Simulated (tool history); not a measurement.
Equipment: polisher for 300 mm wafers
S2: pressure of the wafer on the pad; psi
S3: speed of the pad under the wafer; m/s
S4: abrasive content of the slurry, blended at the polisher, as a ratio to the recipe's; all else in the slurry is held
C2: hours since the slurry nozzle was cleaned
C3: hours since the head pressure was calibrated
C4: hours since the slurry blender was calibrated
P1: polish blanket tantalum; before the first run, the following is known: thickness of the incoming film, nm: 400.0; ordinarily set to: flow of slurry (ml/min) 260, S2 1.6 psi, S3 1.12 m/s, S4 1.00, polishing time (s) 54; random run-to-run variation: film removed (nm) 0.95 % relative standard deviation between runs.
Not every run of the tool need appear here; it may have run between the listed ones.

{"run": 1, "hour": 11.6, "flow of slurry (ml/min)": 260, "S2": 1.6, "S3": 1.12, "S4": 1.0, "polishing time (s)": 54, "wafers polished on this pad": 165, "C2": 87.0, "C3": 224.9, "C4": 64.7, "film removed (nm)": 93.219}
{"run": 2, "hour": 20.9, "flow of slurry (ml/min)": 260, "S2": 1.6, "S3": 1.12, "S4": 1.0, "polishing time (s)": 54, "wafers polished on this pad": 225, "C2": 96.3, "C3": 234.2, "C4": 74.0, "film removed (nm)": 93.781}
{"run": 3, "hour": 32.5, "flow of slurry (ml/min)": 260, "S2": 1.6, "S3": 1.12, "S4": 1.25, "polishing time (s)": 41, "wafers polished on this pad": 301, "C2": 107.9, "C3": 245.8, "C4": 85.6, "film removed (nm)": 74.355}
{"run": 4, "hour": 42.3, "flow of slurry (ml/min)": 155, "S2": 1.6, "S3": 1.12, "S4": 1.0, "polishing time (s)": 54, "wafers polished on this pad": 365, "C2": 117.7, "C3": 255.6, "C4": 95.4, "film removed (nm)": 86.153}
{"run": 5, "hour": 53.7, "flow of slurry (ml/min)": 155, "S2": 1.6, "S3": 0.8, "S4": 1.0, "polishing time (s)": 54, "wafers polished on this pad": 439, "C2": 129.1, "C3": 267.0, "C4": 106.8, "film removed (nm)": 61.11}
{"run": 6, "hour": 60.4, "flow of slurry (ml/min)": 260, "S2": 0.7, "S3": 1.12, "S4": 1.0, "polishing time (s)": 54, "wafers polished on this pad": 482, "C2": 135.8, "C3": 273.7, "C4": 113.5, "film removed (nm)": 40.594}
{"run": 7, "hour": 67.4, "flow of slurry (ml/min)": 260, "S2": 1.6, "S3": 1.12, "S4": 1.45, "polishing time (s)": 54, "wafers polished on this pad": 528, "C2": 142.8, "C3": 280.7, "C4": 120.5, "film removed (nm)": 100.72}
{"hour": 76.1, "done": "slurry blender recalibrated"}
{"run": 8, "hour": 80.8, "flow of slurry (ml/min)": 260, "S2": 1.6, "S3": 0.52, "S4": 1.0, "polishing time (s)": 54, "wafers polished on this pad": 615, "C2": 156.2, "C3": 294.1, "C4": 4.8, "film removed (nm)": 43.157}
{"run": 9, "hour": 91.6, "flow of slurry (ml/min)": 260, "S2": 1.6, "S3": 1.12, "S4": 1.0, "polishing time (s)": 83, "wafers polished on this pad": 685, "C2": 167.0, "C3": 304.9, "C4": 15.6, "film removed (nm)": 141.32}
{"run": 10, "hour": 101.8, "flow of slurry (ml/min)": 260, "S2": 1.6, "S3": 1.12, "S4": 0.5, "polishing time (s)": 54, "wafers polished on this pad": 752, "C2": 177.2, "C3": 315.1, "C4": 25.8, "film removed (nm)": 71.932}
{"run": 11, "hour": 109.8, "flow of slurry (ml/min)": 260, "S2": 1.6, "S3": 1.72, "S4": 1.0, "polishing time (s)": 54, "wafers polished on this pad": 804, "C2": 185.2, "C3": 323.1, "C4": 33.8, "film removed (nm)": 142.94}
{"run": 12, "hour": 118.2, "flow of slurry (ml/min)": 260, "S2": 1.6, "S3": 1.12, "S4": 1.0, "polishing time (s)": 28, "wafers polished on this pad": 859, "C2": 193.6, "C3": 331.5, "C4": 42.2, "film removed (nm)": 47.494}
{"run": 13, "hour": 124.2, "flow of slurry (ml/min)": 260, "S2": 1.6, "S3": 1.12, "S4": 1.0, "polishing time (s)": 54, "wafers polished on this pad": 898, "C2": 199.6, "C3": 337.5, "C4": 48.2, "film removed (nm)": 92.866}
{"hour": 126.5, "done": "head pressure recalibrated"}
{"run": 14, "hour": 132.1, "flow of slurry (ml/min)": 260, "S2": 1.6, "S3": 1.12, "S4": 1.0, "polishing time (s)": 54, "wafers polished on this pad": 949, "C2": 207.5, "C3": 5.6, "C4": 56.1, "film removed (nm)": 93.488}
{"hour": 132.2, "done": "worn pad replaced by a new one"}
{"run": 15, "hour": 138.8, "flow of slurry (ml/min)": 395, "S2": 1.6, "S3": 1.12, "S4": 1.0, "polishing time (s)": 54, "wafers polished on this pad": 43, "C2": 214.2, "C3": 12.3, "C4": 62.8, "film removed (nm)": 96.521}
{"run": 16, "hour": 146.6, "flow of slurry (ml/min)": 260, "S2": 2.2, "S3": 1.12, "S4": 1.0, "polishing time (s)": 54, "wafers polished on this pad": 94, "C2": 222.0, "C3": 20.1, "C4": 70.6, "film removed (nm)": 127.94}
{"run": 17, "hour": 159.2, "flow of slurry (ml/min)": 260, "S2": 1.6, "S3": 1.12, "S4": 1.0, "polishing time (s)": 54, "wafers polished on this pad": 176, "C2": 234.6, "C3": 32.7, "C4": 83.2, "film removed (nm)": 92.076}
{"run": 18, "hour": 167.8, "flow of slurry (ml/min)": 260, "S2": 1.6, "S3": 1.12, "S4": 1.0, "polishing time (s)": 54, "wafers polished on this pad": 232, "C2": 243.2, "C3": 41.3, "C4": 91.8, "film removed (nm)": 88.142}
{"run": 19, "hour": 178.1, "flow of slurry (ml/min)": 260, "S2": 1.6, "S3": 1.12, "S4": 1.0, "polishing time (s)": 54, "wafers polished on this pad": 299, "C2": 253.5, "C3": 51.6, "C4": 102.1, "film removed (nm)": 83.427}
{"run": 20, "hour": 184.9, "flow of slurry (ml/min)": 260, "S2": 1.6, "S3": 1.12, "S4": 1.0, "polishing time (s)": 54, "wafers polished on this pad": 343, "C2": 260.3, "C3": 58.4, "C4": 108.9, "film removed (nm)": 86.768}
{"hour": 185.3, "done": "worn pad replaced by a new one"}
{"hour": 191.7, "done": "slurry nozzle cleaned"}
{"run": 21, "hour": 192.0, "flow of slurry (ml/min)": 260, "S2": 1.6, "S3": 1.12, "S4": 1.0, "polishing time (s)": 54, "wafers polished on this pad": 44, "C2": 0.4, "C3": 65.5, "C4": 116.0, "film removed (nm)": 84.175}
{"run": 22, "hour": 201.3, "flow of slurry (ml/min)": 260, "S2": 1.6, "S3": 1.12, "S4": 1.0, "polishing time (s)": 54, "wafers polished on this pad": 104, "C2": 9.7, "C3": 74.8, "C4": 125.3, "film removed (nm)": 83.491}
{"run": 23, "hour": 209.7, "flow of slurry (ml/min)": 260, "S2": 1.6, "S3": 1.12, "S4": 1.0, "polishing time (s)": 54, "wafers polished on this pad": 159, "C2": 18.1, "C3": 83.2, "C4": 133.7, "film removed (nm)": 83.937}

The log shows P1 creeping away from where it was. Any of the 2 causes listed here, at the size stated for it, fits the log just as well as the others:
A: head's pressure below its setpoint, % = 9.66
B: abrasive missing from the slurry, % = 27.2
The onset of the drift is placed at about hour 159.2.
Each remaining cause and why it is not a fit:
removal rate lost through wear of the pad, %: serviced at hour 185.3, which brought nothing back
slurry flow missing at the pad, %: serviced at hour 191.7, which brought nothing back

Which of the 4 check runs listed below, each an average over 3 wafers with its results shown as question marks, gives clearly different results under the different listed causes?
{"run": "check 1", "hour": 218.1, "flow of slurry (ml/min)": 260, "S2": 0.8, "S3": 0.56, "S4": 1.0, "polishing time (s)": 54, "film removed (nm)": "?"}
{"run": "check 2", "hour": 218.1, "flow of slurry (ml/min)": 260, "S2": 1.6, "S3": 1.12, "S4": 0.55, "polishing time (s)": 54, "film removed (nm)": "?"}
{"run": "check 3", "hour": 218.1, "flow of slurry (ml/min)": 155, "S2": 1.6, "S3": 0.74, "S4": 1.0, "polishing time (s)": 54, "film removed (nm)": "?"}
{"run": "check 4", "hour": 218.1, "flow of slurry (ml/min)": 155, "S2": 1.6, "S3": 1.12, "S4": 1.0, "polishing time (s)": 34, "film removed (nm)": "?"}

Predicted outcomes, by check and by cause:
check=check_1 result=film_removed_(nm) if_A=20.885 if_B=20.888
check=check_2 result=film_removed_(nm) if_A=67.710 if_B=64.762
check=check_3 result=film_removed_(nm) if_A=51.489 if_B=51.497
check=check_4 result=film_removed_(nm) if_A=49.066 if_B=49.074
Distance between the nearest two causes, measured in the result of the check that separates them most: check 1 0.02 %; check 2 4.45 %; check 3 0.02 %; check 4 0.02 %
Check 2 is the one run that separates the causes; every other check would come out nearly the same whichever cause is at work.

The results of check 2 are: film removed (nm) 68.032. Based on these, which of the listed causes is it?

It was cause A: head's pressure below its setpoint, %.
